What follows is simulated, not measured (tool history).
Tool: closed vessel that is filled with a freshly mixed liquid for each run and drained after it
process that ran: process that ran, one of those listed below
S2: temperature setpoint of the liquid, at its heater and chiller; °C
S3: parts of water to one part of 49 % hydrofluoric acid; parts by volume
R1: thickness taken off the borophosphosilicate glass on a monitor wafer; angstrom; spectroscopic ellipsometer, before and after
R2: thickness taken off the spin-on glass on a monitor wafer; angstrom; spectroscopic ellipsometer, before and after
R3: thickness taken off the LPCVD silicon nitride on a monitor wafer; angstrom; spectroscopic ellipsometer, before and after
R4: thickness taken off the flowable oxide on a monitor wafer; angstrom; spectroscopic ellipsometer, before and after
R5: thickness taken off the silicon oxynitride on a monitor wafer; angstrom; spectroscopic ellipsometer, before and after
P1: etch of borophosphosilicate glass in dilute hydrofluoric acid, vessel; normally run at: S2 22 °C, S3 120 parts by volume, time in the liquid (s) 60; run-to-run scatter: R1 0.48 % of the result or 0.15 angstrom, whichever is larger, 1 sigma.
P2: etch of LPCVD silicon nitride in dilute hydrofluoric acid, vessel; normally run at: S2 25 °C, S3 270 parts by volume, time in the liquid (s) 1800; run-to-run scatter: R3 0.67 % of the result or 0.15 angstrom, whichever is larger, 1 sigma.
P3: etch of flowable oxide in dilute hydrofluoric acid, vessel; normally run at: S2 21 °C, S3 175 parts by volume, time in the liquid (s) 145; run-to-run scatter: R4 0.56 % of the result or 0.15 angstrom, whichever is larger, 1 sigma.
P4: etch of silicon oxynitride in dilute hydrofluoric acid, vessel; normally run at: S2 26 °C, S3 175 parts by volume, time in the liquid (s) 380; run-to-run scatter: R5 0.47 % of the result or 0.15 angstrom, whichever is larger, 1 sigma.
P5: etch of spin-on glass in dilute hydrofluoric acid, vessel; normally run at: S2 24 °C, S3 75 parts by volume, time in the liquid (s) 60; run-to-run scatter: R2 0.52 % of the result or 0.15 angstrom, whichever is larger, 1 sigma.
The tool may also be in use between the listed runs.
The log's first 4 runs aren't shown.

run 5 hour=51.6 | process_that_ran=P5 S2=24 S3=75 time_in_the_liquid_(s)=60 | R2=237.34
run 6 hour=63.1 | process_that_ran=P1 S2=22 S3=120 time_in_the_liquid_(s)=90 | R1=580.9
run 7 hour=70.3 | process_that_ran=P3 S2=21 S3=175 time_in_the_liquid_(s)=60 | R4=131.54
run 8 hour=77.2 | process_that_ran=P1 S2=22 S3=120 time_in_the_liquid_(s)=60 | R1=385.29
run 9 hour=85.3 | process_that_ran=P2 S2=25 S3=270 time_in_the_liquid_(s)=1800 | R3=34.671
run 10 hour=91.7 | process_that_ran=P1 S2=22 S3=120 time_in_the_liquid_(s)=30 | R1=191.71
run 11 hour=100.3 | process_that_ran=P2 S2=29.5 S3=270 time_in_the_liquid_(s)=1800 | R3=45.554
run 12 hour=107.5 | process_that_ran=P4 S2=26 S3=30 time_in_the_liquid_(s)=380 | R5=365.67
run 13 hour=119 | process_that_ran=P1 S2=22 S3=120 time_in_the_liquid_(s)=60 | R1=387.38
run 14 hour=126.4 | process_that_ran=P1 S2=22 S3=120 time_in_the_liquid_(s)=60 | R1=382.4
run 15 hour=139.9 | process_that_ran=P1 S2=22 S3=120 time_in_the_liquid_(s)=60 | R1=384.54
run 16 hour=148.3 | process_that_ran=P1 S2=22 S3=55 time_in_the_liquid_(s)=60 | R1=914.96
run 17 hour=154.7 | process_that_ran=P3 S2=21 S3=175 time_in_the_liquid_(s)=145 | R4=318.58
run 18 hour=164.3 | process_that_ran=P3 S2=17 S3=175 time_in_the_liquid_(s)=145 | R4=272.85
run 19 hour=174.9 | process_that_ran=P5 S2=24 S3=75 time_in_the_liquid_(s)=30 | R2=118.06
run 20 hour=183.7 | process_that_ran=P5 S2=17 S3=75 time_in_the_liquid_(s)=60 | R2=177.79
run 21 hour=193.1 | process_that_ran=P5 S2=24 S3=75 time_in_the_liquid_(s)=60 | R2=237.18
run 22 hour=203 | process_that_ran=P1 S2=30.5 S3=120 time_in_the_liquid_(s)=60 | R1=535.37
run 23 hour=212.5 | process_that_ran=P1 S2=17.5 S3=120 time_in_the_liquid_(s)=60 | R1=320.38
run 24 hour=224.2 | process_that_ran=P2 S2=25 S3=270 time_in_the_liquid_(s)=1800 | R3=34.963
run 25 hour=234.8 | process_that_ran=P3 S2=21 S3=260 time_in_the_liquid_(s)=145 | R4=197.38

Forecast run 26:
run 26 hour=242.6 | process_that_ran=P1 S2=17 S3=65 time_in_the_liquid_(s)=60 | R1=?

Run 26 gave R1 612.1 angstrom.

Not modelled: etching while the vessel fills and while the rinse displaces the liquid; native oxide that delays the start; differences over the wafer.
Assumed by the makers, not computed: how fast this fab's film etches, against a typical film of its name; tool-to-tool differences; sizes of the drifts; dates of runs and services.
